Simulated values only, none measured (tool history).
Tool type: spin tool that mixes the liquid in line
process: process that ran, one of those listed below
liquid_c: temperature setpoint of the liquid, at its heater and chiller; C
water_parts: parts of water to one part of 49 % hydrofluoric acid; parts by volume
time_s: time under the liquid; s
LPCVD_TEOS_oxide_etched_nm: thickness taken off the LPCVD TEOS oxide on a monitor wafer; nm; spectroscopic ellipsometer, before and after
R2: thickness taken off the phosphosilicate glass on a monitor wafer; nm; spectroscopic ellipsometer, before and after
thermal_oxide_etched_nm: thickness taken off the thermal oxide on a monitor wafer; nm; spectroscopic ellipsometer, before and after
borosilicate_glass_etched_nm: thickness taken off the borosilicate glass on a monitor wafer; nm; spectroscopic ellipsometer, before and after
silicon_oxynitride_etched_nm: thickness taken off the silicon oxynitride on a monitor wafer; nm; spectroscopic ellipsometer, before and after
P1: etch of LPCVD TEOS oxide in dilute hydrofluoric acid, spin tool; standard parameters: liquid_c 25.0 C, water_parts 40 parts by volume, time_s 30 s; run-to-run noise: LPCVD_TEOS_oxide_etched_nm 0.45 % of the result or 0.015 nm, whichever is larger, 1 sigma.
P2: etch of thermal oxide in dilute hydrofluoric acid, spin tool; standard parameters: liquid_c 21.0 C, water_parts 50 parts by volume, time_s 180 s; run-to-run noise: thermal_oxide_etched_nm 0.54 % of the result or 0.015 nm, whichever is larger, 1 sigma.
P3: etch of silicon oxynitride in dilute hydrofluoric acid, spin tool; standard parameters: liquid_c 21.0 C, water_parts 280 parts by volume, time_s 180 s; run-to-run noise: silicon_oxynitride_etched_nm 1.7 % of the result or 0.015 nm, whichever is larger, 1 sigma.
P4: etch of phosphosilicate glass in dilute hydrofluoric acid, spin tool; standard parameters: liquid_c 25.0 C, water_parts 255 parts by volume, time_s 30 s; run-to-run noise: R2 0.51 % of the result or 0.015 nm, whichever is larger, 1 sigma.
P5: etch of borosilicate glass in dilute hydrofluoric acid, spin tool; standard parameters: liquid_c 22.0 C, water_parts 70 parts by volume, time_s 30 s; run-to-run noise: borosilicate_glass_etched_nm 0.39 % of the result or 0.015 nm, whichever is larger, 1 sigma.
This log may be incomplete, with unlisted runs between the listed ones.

{"run": 1, "day": 0.329, "process": "P1", "liquid_c": 25.0, "water_parts": 40, "time_s": 30, "LPCVD_TEOS_oxide_etched_nm": 28.431}
{"run": 2, "day": 0.708, "process": "P1", "liquid_c": 25.0, "water_parts": 40, "time_s": 55, "LPCVD_TEOS_oxide_etched_nm": 52.032}
{"run": 3, "day": 1.288, "process": "P4", "liquid_c": 25.0, "water_parts": 255, "time_s": 30, "R2": 16.185}
{"run": 4, "day": 1.662, "process": "P4", "liquid_c": 25.0, "water_parts": 255, "time_s": 15, "R2": 8.1245}
{"run": 5, "day": 2.358, "process": "P1", "liquid_c": 30.5, "water_parts": 70, "time_s": 30, "LPCVD_TEOS_oxide_etched_nm": 19.447}
{"run": 6, "day": 2.712, "process": "P2", "liquid_c": 21.0, "water_parts": 50, "time_s": 180, "thermal_oxide_etched_nm": 16.029}
{"run": 7, "day": 3.308, "process": "P5", "liquid_c": 29.5, "water_parts": 70, "time_s": 30, "borosilicate_glass_etched_nm": 21.818}
{"run": 8, "day": 3.796, "process": "P1", "liquid_c": 25.0, "water_parts": 40, "time_s": 30, "LPCVD_TEOS_oxide_etched_nm": 28.484}
{"run": 9, "day": 4.462, "process": "P1", "liquid_c": 20.0, "water_parts": 40, "time_s": 30, "LPCVD_TEOS_oxide_etched_nm": 23.065}
{"run": 10, "day": 4.871, "process": "P1", "liquid_c": 25.0, "water_parts": 40, "time_s": 30, "LPCVD_TEOS_oxide_etched_nm": 28.454}
{"run": 11, "day": 5.262, "process": "P5", "liquid_c": 22.0, "water_parts": 70, "time_s": 55, "borosilicate_glass_etched_nm": 30.005}
{"run": 12, "day": 5.612, "process": "P5", "liquid_c": 22.0, "water_parts": 110, "time_s": 30, "borosilicate_glass_etched_nm": 9.8253}
{"run": 13, "day": 5.975, "process": "P3", "liquid_c": 21.0, "water_parts": 280, "time_s": 25, "silicon_oxynitride_etched_nm": 0.19203}
{"run": 14, "day": 6.562, "process": "P2", "liquid_c": 21.0, "water_parts": 50, "time_s": 365, "thermal_oxide_etched_nm": 32.332}
{"run": 15, "day": 7.067, "process": "P3", "liquid_c": 17.0, "water_parts": 280, "time_s": 180, "silicon_oxynitride_etched_nm": 1.2921}
{"run": 16, "day": 7.762, "process": "P1", "liquid_c": 25.0, "water_parts": 40, "time_s": 30, "LPCVD_TEOS_oxide_etched_nm": 28.636}
{"run": 17, "day": 8.312, "process": "P3", "liquid_c": 21.0, "water_parts": 90, "time_s": 180, "silicon_oxynitride_etched_nm": 5.6391}
{"run": 18, "day": 8.938, "process": "P1", "liquid_c": 25.0, "water_parts": 40, "time_s": 30, "LPCVD_TEOS_oxide_etched_nm": 28.465}
{"run": 19, "day": 9.546, "process": "P1", "liquid_c": 25.0, "water_parts": 70, "time_s": 30, "LPCVD_TEOS_oxide_etched_nm": 15.741}
{"run": 20, "day": 9.942, "process": "P4", "liquid_c": 32.5, "water_parts": 255, "time_s": 30, "R2": 20.832}
{"run": 21, "day": 10.388, "process": "P2", "liquid_c": 21.0, "water_parts": 50, "time_s": 180, "thermal_oxide_etched_nm": 15.999}
{"run": 22, "day": 10.767, "process": "P1", "liquid_c": 25.0, "water_parts": 40, "time_s": 30, "LPCVD_TEOS_oxide_etched_nm": 28.226}
{"run": 23, "day": 11.421, "process": "P2", "liquid_c": 17.0, "water_parts": 50, "time_s": 180, "thermal_oxide_etched_nm": 13.539}
{"run": 24, "day": 11.954, "process": "P3", "liquid_c": 21.0, "water_parts": 280, "time_s": 180, "silicon_oxynitride_etched_nm": 1.5373}
{"run": 25, "day": 12.425, "process": "P5", "liquid_c": 22.0, "water_parts": 70, "time_s": 30, "borosilicate_glass_etched_nm": 16.316}
{"run": 26, "day": 12.954, "process": "P1", "liquid_c": 20.0, "water_parts": 25, "time_s": 30, "LPCVD_TEOS_oxide_etched_nm": 37.717}
{"run": 27, "day": 13.45, "process": "P1", "liquid_c": 25.0, "water_parts": 20, "time_s": 30, "LPCVD_TEOS_oxide_etched_nm": 58.031}
{"run": 28, "day": 14.058, "process": "P1", "liquid_c": 25.0, "water_parts": 40, "time_s": 15, "LPCVD_TEOS_oxide_etched_nm": 14.245}
{"run": 29, "day": 14.358, "process": "P2", "liquid_c": 21.0, "water_parts": 20, "time_s": 180, "thermal_oxide_etched_nm": 41.664}
{"run": 30, "day": 14.792, "process": "P4", "liquid_c": 25.0, "water_parts": 350, "time_s": 30, "R2": 10.778}
{"run": 31, "day": 15.379, "process": "P1", "liquid_c": 25.0, "water_parts": 25, "time_s": 15, "LPCVD_TEOS_oxide_etched_nm": 23.17}
{"run": 32, "day": 15.846, "process": "P1", "liquid_c": 31.5, "water_parts": 40, "time_s": 30, "LPCVD_TEOS_oxide_etched_nm": 36.709}
{"run": 33, "day": 16.179, "process": "P1", "liquid_c": 25.0, "water_parts": 40, "time_s": 30, "LPCVD_TEOS_oxide_etched_nm": 28.614}
{"run": 34, "day": 16.779, "process": "P1", "liquid_c": 25.0, "water_parts": 40, "time_s": 30, "LPCVD_TEOS_oxide_etched_nm": 29.608}
{"run": 35, "day": 17.129, "process": "P1", "liquid_c": 25.0, "water_parts": 40, "time_s": 30, "LPCVD_TEOS_oxide_etched_nm": 30.27}
{"run": 36, "day": 17.538, "process": "P1", "liquid_c": 25.0, "water_parts": 40, "time_s": 30, "LPCVD_TEOS_oxide_etched_nm": 30.803}

Forecast run 37:
{"run": 37, "day": 18.15, "process": "P1", "liquid_c": 25.0, "water_parts": 40, "time_s": 30, "LPCVD_TEOS_oxide_etched_nm": "?"}

{"run 37": {"LPCVD_TEOS_oxide_etched_nm": 31.037}}
